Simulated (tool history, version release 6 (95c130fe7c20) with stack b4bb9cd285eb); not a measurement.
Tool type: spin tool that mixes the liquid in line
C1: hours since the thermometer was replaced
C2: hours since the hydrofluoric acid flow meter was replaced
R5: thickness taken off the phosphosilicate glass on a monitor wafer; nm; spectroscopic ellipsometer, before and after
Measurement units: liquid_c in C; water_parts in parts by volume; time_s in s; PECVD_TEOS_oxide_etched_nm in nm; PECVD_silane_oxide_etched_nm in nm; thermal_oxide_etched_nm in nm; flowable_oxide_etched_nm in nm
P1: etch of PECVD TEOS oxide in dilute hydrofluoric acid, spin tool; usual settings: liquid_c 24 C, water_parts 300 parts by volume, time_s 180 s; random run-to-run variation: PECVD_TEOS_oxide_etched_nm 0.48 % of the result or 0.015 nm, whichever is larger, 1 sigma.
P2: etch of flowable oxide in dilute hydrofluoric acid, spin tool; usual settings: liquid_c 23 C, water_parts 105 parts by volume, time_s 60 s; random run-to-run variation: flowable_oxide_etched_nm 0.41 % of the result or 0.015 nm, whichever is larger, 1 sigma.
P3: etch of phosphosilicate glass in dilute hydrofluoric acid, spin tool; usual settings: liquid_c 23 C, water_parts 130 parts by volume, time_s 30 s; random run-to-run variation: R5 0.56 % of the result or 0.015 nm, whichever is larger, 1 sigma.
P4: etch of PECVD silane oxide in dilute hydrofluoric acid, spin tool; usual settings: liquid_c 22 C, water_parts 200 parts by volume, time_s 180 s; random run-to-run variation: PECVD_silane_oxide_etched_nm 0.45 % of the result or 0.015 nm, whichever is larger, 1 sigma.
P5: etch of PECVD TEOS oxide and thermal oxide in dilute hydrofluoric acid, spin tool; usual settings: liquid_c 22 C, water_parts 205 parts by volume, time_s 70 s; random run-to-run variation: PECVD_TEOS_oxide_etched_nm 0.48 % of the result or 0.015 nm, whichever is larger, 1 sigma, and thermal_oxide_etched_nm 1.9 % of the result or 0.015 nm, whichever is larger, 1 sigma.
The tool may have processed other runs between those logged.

{"run": 1, "day": 0.583, "process": "P1", "liquid_c": 24, "water_parts": 300, "time_s": 180, "C1": 227.2, "C2": 370, "PECVD_TEOS_oxide_etched_nm": 4.4982}
{"run": 2, "day": 1.058, "process": "P4", "liquid_c": 22, "water_parts": 200, "time_s": 180, "C1": 238.6, "C2": 381.4, "PECVD_silane_oxide_etched_nm": 12.933}
{"run": 3, "day": 1.471, "process": "P5", "liquid_c": 22, "water_parts": 205, "time_s": 15, "C1": 248.5, "C2": 391.3, "PECVD_TEOS_oxide_etched_nm": 1.3514, "thermal_oxide_etched_nm": 0.30915}
{"run": 4, "day": 1.875, "process": "P1", "liquid_c": 17, "water_parts": 300, "time_s": 180, "C1": 258.2, "C2": 401, "PECVD_TEOS_oxide_etched_nm": 3.4409}
{"run": 5, "day": 2.3, "process": "P1", "liquid_c": 24, "water_parts": 80, "time_s": 180, "C1": 268.4, "C2": 411.2, "PECVD_TEOS_oxide_etched_nm": 21.366}
{"run": 6, "day": 2.996, "process": "P1", "liquid_c": 24, "water_parts": 300, "time_s": 180, "C1": 285.1, "C2": 427.9, "PECVD_TEOS_oxide_etched_nm": 4.4929}
{"run": 7, "day": 3.696, "process": "P1", "liquid_c": 24, "water_parts": 300, "time_s": 180, "C1": 301.9, "C2": 444.7, "PECVD_TEOS_oxide_etched_nm": 4.4914}
{"run": 8, "day": 4.138, "process": "P1", "liquid_c": 24, "water_parts": 300, "time_s": 180, "C1": 312.5, "C2": 455.3, "PECVD_TEOS_oxide_etched_nm": 4.4606}
{"run": 9, "day": 4.796, "process": "P2", "liquid_c": 23, "water_parts": 105, "time_s": 60, "C1": 328.3, "C2": 471.1, "flowable_oxide_etched_nm": 19.398}
{"run": 10, "day": 5.412, "process": "P1", "liquid_c": 24, "water_parts": 300, "time_s": 80, "C1": 343.1, "C2": 485.9, "PECVD_TEOS_oxide_etched_nm": 1.9815}
{"run": 11, "day": 6.017, "process": "P3", "liquid_c": 28.5, "water_parts": 130, "time_s": 30, "C1": 357.6, "C2": 500.4, "R5": 27.878}
{"run": 12, "day": 6.533, "process": "P3", "liquid_c": 23, "water_parts": 130, "time_s": 30, "C1": 370, "C2": 512.8, "R5": 22.701}
{"run": 13, "day": 6.95, "process": "P3", "liquid_c": 23, "water_parts": 130, "time_s": 15, "C1": 380, "C2": 522.8, "R5": 11.332}
{"run": 14, "day": 7.617, "process": "P2", "liquid_c": 17, "water_parts": 105, "time_s": 60, "C1": 396, "C2": 538.8, "flowable_oxide_etched_nm": 15.227}
{"run": 15, "day": 7.996, "process": "P1", "liquid_c": 30, "water_parts": 300, "time_s": 180, "C1": 405.1, "C2": 547.9, "PECVD_TEOS_oxide_etched_nm": 5.4704}
{"run": 16, "day": 8.546, "process": "P4", "liquid_c": 22, "water_parts": 200, "time_s": 180, "C1": 418.3, "C2": 561.1, "PECVD_silane_oxide_etched_nm": 12.968}
{"run": 17, "day": 8.912, "process": "P4", "liquid_c": 17, "water_parts": 200, "time_s": 180, "C1": 427.1, "C2": 569.9, "PECVD_silane_oxide_etched_nm": 10.693}
{"run": 18, "day": 9.425, "process": "P3", "liquid_c": 23, "water_parts": 130, "time_s": 30, "C1": 439.4, "C2": 582.2, "R5": 22.831}
{"run": 19, "day": 9.925, "process": "P1", "liquid_c": 24, "water_parts": 550, "time_s": 180, "C1": 451.4, "C2": 594.2, "PECVD_TEOS_oxide_etched_nm": 1.9627}
{"run": 20, "day": 10.446, "process": "P5", "liquid_c": 22, "water_parts": 205, "time_s": 70, "C1": 463.9, "C2": 606.7, "PECVD_TEOS_oxide_etched_nm": 6.3341, "thermal_oxide_etched_nm": 1.419}
{"run": 21, "day": 10.917, "process": "P1", "liquid_c": 24, "water_parts": 300, "time_s": 180, "C1": 475.2, "C2": 618, "PECVD_TEOS_oxide_etched_nm": 4.5113}
{"run": 22, "day": 11.275, "process": "P1", "liquid_c": 24, "water_parts": 300, "time_s": 180, "C1": 483.8, "C2": 626.6, "PECVD_TEOS_oxide_etched_nm": 4.4712}
{"run": 23, "day": 11.696, "process": "P1", "liquid_c": 24, "water_parts": 530, "time_s": 60, "C1": 493.9, "C2": 636.7, "PECVD_TEOS_oxide_etched_nm": 0.70903}
{"run": 24, "day": 12.383, "process": "P4", "liquid_c": 22, "water_parts": 305, "time_s": 180, "C1": 510.4, "C2": 653.2, "PECVD_silane_oxide_etched_nm": 7.6502}
{"run": 25, "day": 13.05, "process": "P4", "liquid_c": 22, "water_parts": 200, "time_s": 295, "C1": 526.4, "C2": 669.2, "PECVD_silane_oxide_etched_nm": 21.175}
{"run": 26, "day": 13.504, "process": "P3", "liquid_c": 23, "water_parts": 235, "time_s": 30, "C1": 537.3, "C2": 680.1, "R5": 11.368}
{"day": 13.912, "done": "thermometer replaced"}
{"run": 27, "day": 14.088, "process": "P5", "liquid_c": 17, "water_parts": 205, "time_s": 70, "C1": 4.2, "C2": 694.1, "PECVD_TEOS_oxide_etched_nm": 5.2586, "thermal_oxide_etched_nm": 1.2036}
{"run": 28, "day": 14.712, "process": "P5", "liquid_c": 22, "water_parts": 345, "time_s": 70, "C1": 19.2, "C2": 709.1, "PECVD_TEOS_oxide_etched_nm": 3.2798, "thermal_oxide_etched_nm": 0.72355}
{"run": 29, "day": 15.379, "process": "P2", "liquid_c": 23, "water_parts": 35, "time_s": 60, "C1": 35.2, "C2": 725.1, "flowable_oxide_etched_nm": 63.486}
{"run": 30, "day": 16.092, "process": "P2", "liquid_c": 23, "water_parts": 105, "time_s": 30, "C1": 52.3, "C2": 742.2, "flowable_oxide_etched_nm": 9.7443}

Run 31 has not been measured yet. What should we expect?
{"run": 31, "day": 16.433, "process": "P1", "liquid_c": 24, "water_parts": 300, "time_s": 335, "C1": 60.5, "C2": 750.4, "PECVD_TEOS_oxide_etched_nm": "?"}

Run 31 produced PECVD_TEOS_oxide_etched_nm 8.3616 nm.

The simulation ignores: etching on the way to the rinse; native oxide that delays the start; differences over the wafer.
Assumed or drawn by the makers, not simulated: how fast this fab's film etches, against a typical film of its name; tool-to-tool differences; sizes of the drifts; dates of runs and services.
